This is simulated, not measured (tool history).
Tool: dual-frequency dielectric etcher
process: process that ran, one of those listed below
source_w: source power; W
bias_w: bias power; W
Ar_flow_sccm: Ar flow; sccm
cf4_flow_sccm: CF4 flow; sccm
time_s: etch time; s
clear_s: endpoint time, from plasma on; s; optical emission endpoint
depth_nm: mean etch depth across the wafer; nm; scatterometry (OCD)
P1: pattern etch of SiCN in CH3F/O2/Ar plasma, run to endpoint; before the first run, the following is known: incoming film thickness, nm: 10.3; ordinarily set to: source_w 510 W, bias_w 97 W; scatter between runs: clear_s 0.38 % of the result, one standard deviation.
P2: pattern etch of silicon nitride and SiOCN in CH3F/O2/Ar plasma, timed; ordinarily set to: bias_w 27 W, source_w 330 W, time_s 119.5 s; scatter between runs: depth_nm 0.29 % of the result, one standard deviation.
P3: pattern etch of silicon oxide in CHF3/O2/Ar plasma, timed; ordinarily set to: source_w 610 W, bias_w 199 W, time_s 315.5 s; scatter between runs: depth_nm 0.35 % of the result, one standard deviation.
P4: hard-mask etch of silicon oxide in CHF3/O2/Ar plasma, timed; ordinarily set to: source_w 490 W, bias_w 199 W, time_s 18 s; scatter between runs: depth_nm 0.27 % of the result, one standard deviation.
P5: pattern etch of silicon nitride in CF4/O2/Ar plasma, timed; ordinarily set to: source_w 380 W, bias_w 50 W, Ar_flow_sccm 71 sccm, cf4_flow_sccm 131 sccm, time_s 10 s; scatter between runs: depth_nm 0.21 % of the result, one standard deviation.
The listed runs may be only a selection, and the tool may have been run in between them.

run 1 hour=11.2 | process=P1 source_w=510 bias_w=97 | clear_s=23.344
run 2 hour=19.1 | process=P1 source_w=510 bias_w=97 | clear_s=23.363
run 3 hour=25.2 | process=P5 source_w=380 bias_w=50 Ar_flow_sccm=48 cf4_flow_sccm=131 time_s=10 | depth_nm=16.923
run 4 hour=33.2 | process=P4 source_w=490 bias_w=199 time_s=18 | depth_nm=34.662
run 5 hour=43.3 | process=P1 source_w=670 bias_w=97 | clear_s=21.182
run 6 hour=50.9 | process=P3 source_w=610 bias_w=199 time_s=315.5 | depth_nm=619.4
run 7 hour=61.4 | process=P5 source_w=380 bias_w=50 Ar_flow_sccm=71 cf4_flow_sccm=131 time_s=14 | depth_nm=22.965
run 8 hour=69.8 | process=P2 source_w=330 bias_w=27 time_s=87.5 | depth_nm=11.972
run 9 hour=78.5 | process=P1 source_w=510 bias_w=135 | clear_s=20.639
run 10 hour=87.2 | process=P2 source_w=330 bias_w=19 time_s=119.5 | depth_nm=13.907
run 11 hour=93.1 | process=P5 source_w=480 bias_w=50 Ar_flow_sccm=71 cf4_flow_sccm=131 time_s=10 | depth_nm=20.13
run 12 hour=100.1 | process=P1 source_w=510 bias_w=97 | clear_s=23.395
run 13 hour=109.1 | process=P2 source_w=330 bias_w=27 time_s=119.5 | depth_nm=16.391
run 14 hour=115 | process=P1 source_w=510 bias_w=97 | clear_s=23.427
run 15 hour=120.6 | process=P1 source_w=510 bias_w=97 | clear_s=23.605
run 16 hour=131.8 | process=P4 source_w=490 bias_w=145 time_s=18 | depth_nm=31.064
run 17 hour=139.8 | process=P3 source_w=610 bias_w=277 time_s=315.5 | depth_nm=698.5
run 18 hour=144.9 | process=P1 source_w=370 bias_w=63 | clear_s=30.592
run 19 hour=154.3 | process=P1 source_w=660 bias_w=130 | clear_s=19.115
run 20 hour=163.3 | process=P1 source_w=510 bias_w=97 | clear_s=23.46
run 21 hour=170.6 | process=P4 source_w=320 bias_w=199 time_s=18 | depth_nm=29.604
run 22 hour=178.1 | process=P1 source_w=510 bias_w=60 | clear_s=27.543
run 23 hour=188.7 | process=P3 source_w=730 bias_w=199 time_s=315.5 | depth_nm=663.86
run 24 hour=197.1 | process=P3 source_w=610 bias_w=199 time_s=315.5 | depth_nm=617.57
run 25 hour=202.8 | process=P4 source_w=490 bias_w=199 time_s=18 | depth_nm=34.487
run 26 hour=213 | process=P4 source_w=490 bias_w=199 time_s=10.5 | depth_nm=20.156
run 27 hour=221.3 | process=P5 source_w=380 bias_w=50 Ar_flow_sccm=71 cf4_flow_sccm=176 time_s=10 | depth_nm=16.789
run 28 hour=226.3 | process=P1 source_w=510 bias_w=97 | clear_s=23.504
run 29 hour=237.4 | process=P5 source_w=380 bias_w=50 Ar_flow_sccm=71 cf4_flow_sccm=131 time_s=10 | depth_nm=16.355
run 30 hour=242.7 | process=P2 source_w=450 bias_w=27 time_s=119.5 | depth_nm=18.102
run 31 hour=250.5 | process=P2 source_w=330 bias_w=27 time_s=119.5 | depth_nm=16.289
run 32 hour=259.4 | process=P5 source_w=380 bias_w=50 Ar_flow_sccm=71 cf4_flow_sccm=131 time_s=10 | depth_nm=16.368
run 33 hour=266.3 | process=P3 source_w=610 bias_w=199 time_s=173.5 | depth_nm=340.16
run 34 hour=276.2 | process=P1 source_w=330 bias_w=97 | clear_s=27.593
run 35 hour=283.3 | process=P5 source_w=380 bias_w=66 Ar_flow_sccm=71 cf4_flow_sccm=131 time_s=10 | depth_nm=18.219
run 36 hour=288.3 | process=P1 source_w=510 bias_w=97 | clear_s=23.544
run 37 hour=297.1 | process=P1 source_w=510 bias_w=97 | clear_s=23.568
run 38 hour=303.6 | process=P1 source_w=510 bias_w=97 | clear_s=23.558
run 39 hour=311.8 | process=P1 source_w=510 bias_w=97 | clear_s=23.786
run 40 hour=319.7 | process=P1 source_w=510 bias_w=97 | clear_s=23.688
-- hour=325.7 wet clean of the chamber
run 41 hour=327.4 | process=P1 source_w=510 bias_w=97 | clear_s=23.93
run 42 hour=333 | process=P1 source_w=510 bias_w=97 | clear_s=23.878
run 43 hour=341.9 | process=P1 source_w=510 bias_w=97 | clear_s=23.859
run 44 hour=352.7 | process=P1 source_w=510 bias_w=97 | clear_s=23.814
run 45 hour=362.1 | process=P1 source_w=510 bias_w=97 | clear_s=23.918
run 46 hour=373 | process=P1 source_w=510 bias_w=97 | clear_s=23.907

Compared with where it was, what P1 gives has crept away. Each cause listed below fits the log as well as the rest, at the size given for it:
A: source power that arrives under what is set, % = 4.94
B: bias power that arrives under what is set, % = 4.99
The gradual shift began around hour 288.3.
Each remaining cause and why it is not a fit:
chamber walls in a state that lowers the etch rate, %: work on it at hour 325.7, done after the drift set in, did not restore what the process gave before

Of the 4 check runs listed below, each run on one wafer and each result written as a question mark, which would let you distinguish the listed causes because they would give clearly different results?
run check 1 hour=383.9 | process=P2 source_w=420 bias_w=27 time_s=97.5 | depth_nm=?
run check 2 hour=383.9 | process=P5 source_w=380 bias_w=50 Ar_flow_sccm=48 cf4_flow_sccm=131 time_s=10 | depth_nm=?
run check 3 hour=383.9 | process=P4 source_w=330 bias_w=199 time_s=11 | depth_nm=?
run check 4 hour=383.9 | process=P3 source_w=610 bias_w=199 time_s=217 | depth_nm=?

Predicted outcomes, by check and by cause:
check=check_1 result=depth_nm if_A=14.199 if_B=14.112
check=check_2 result=depth_nm if_A=16.188 if_B=16.63
check=check_3 result=depth_nm if_A=17.871 if_B=17.887
check=check_4 result=depth_nm if_A=418.53 if_B=419.29
Smallest distance between any two causes, each pair judged by its most separating result, in per cent: check 1 0.62 %; check 2 2.7 %; check 3 0.09 %; check 4 0.18 %
The other checks would show nearly matching results whichever cause is true, so check 2 is the only one that separates the causes.

Then check 2 was run and gave: depth_nm 16.173 nm. Which cause is it?

The correct cause is A, namely: source power that arrives under what is set, %.

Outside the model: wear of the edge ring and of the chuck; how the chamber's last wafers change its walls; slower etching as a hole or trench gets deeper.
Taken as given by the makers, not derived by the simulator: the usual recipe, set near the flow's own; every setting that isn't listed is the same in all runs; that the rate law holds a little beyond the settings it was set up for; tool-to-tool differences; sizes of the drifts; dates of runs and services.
